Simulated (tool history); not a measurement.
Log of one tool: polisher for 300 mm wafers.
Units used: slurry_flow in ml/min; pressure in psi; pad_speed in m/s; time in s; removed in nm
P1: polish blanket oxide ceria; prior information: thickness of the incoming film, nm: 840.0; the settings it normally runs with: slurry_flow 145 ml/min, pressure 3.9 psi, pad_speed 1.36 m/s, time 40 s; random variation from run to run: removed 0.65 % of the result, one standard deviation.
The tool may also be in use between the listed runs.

{"run": 1, "hour": 12.3, "slurry_flow": 145, "pressure": 3.9, "pad_speed": 1.36, "time": 40, "removed": 271.52}
{"run": 2, "hour": 23.5, "slurry_flow": 145, "pressure": 3.9, "pad_speed": 1.36, "time": 22, "removed": 150.1}
{"run": 3, "hour": 31.1, "slurry_flow": 145, "pressure": 3.9, "pad_speed": 1.36, "time": 51, "removed": 346.68}
{"run": 4, "hour": 39.0, "slurry_flow": 145, "pressure": 2.1, "pad_speed": 1.36, "time": 40, "removed": 148.09}
{"run": 5, "hour": 45.7, "slurry_flow": 145, "pressure": 3.9, "pad_speed": 1.36, "time": 40, "removed": 269.62}
{"run": 6, "hour": 58.3, "slurry_flow": 90, "pressure": 3.9, "pad_speed": 1.36, "time": 40, "removed": 244.95}
{"run": 7, "hour": 69.2, "slurry_flow": 210, "pressure": 3.9, "pad_speed": 1.36, "time": 40, "removed": 287.57}
{"run": 8, "hour": 80.2, "slurry_flow": 145, "pressure": 3.9, "pad_speed": 1.36, "time": 40, "removed": 273.29}
{"run": 9, "hour": 93.8, "slurry_flow": 145, "pressure": 3.9, "pad_speed": 2.1, "time": 40, "removed": 419.19}
{"run": 10, "hour": 101.5, "slurry_flow": 145, "pressure": 4.8, "pad_speed": 1.02, "time": 40, "removed": 248.94}
{"run": 11, "hour": 114.5, "slurry_flow": 145, "pressure": 3.9, "pad_speed": 0.62, "time": 40, "removed": 123.84}
{"run": 12, "hour": 125.1, "slurry_flow": 145, "pressure": 3.9, "pad_speed": 1.36, "time": 40, "removed": 273.81}
{"run": 13, "hour": 137.5, "slurry_flow": 145, "pressure": 3.9, "pad_speed": 0.94, "time": 59, "removed": 276.36}
{"run": 14, "hour": 150.1, "slurry_flow": 145, "pressure": 3.9, "pad_speed": 1.36, "time": 40, "removed": 272.24}
{"run": 15, "hour": 158.9, "slurry_flow": 145, "pressure": 3.9, "pad_speed": 1.36, "time": 40, "removed": 271.58}
{"hour": 166.3, "done": "worn pad replaced by a new one"}
{"run": 16, "hour": 172.7, "slurry_flow": 145, "pressure": 5.1, "pad_speed": 1.36, "time": 40, "removed": 354.59}
{"run": 17, "hour": 185.2, "slurry_flow": 145, "pressure": 3.9, "pad_speed": 1.36, "time": 40, "removed": 271.5}
{"run": 18, "hour": 198.7, "slurry_flow": 145, "pressure": 3.9, "pad_speed": 1.36, "time": 40, "removed": 263.52}

What does the tool deliver on the next run?
{"run": 19, "hour": 207.5, "slurry_flow": 145, "pressure": 3.9, "pad_speed": 1.36, "time": 40, "removed": "?"}

removed: 258.33 nm
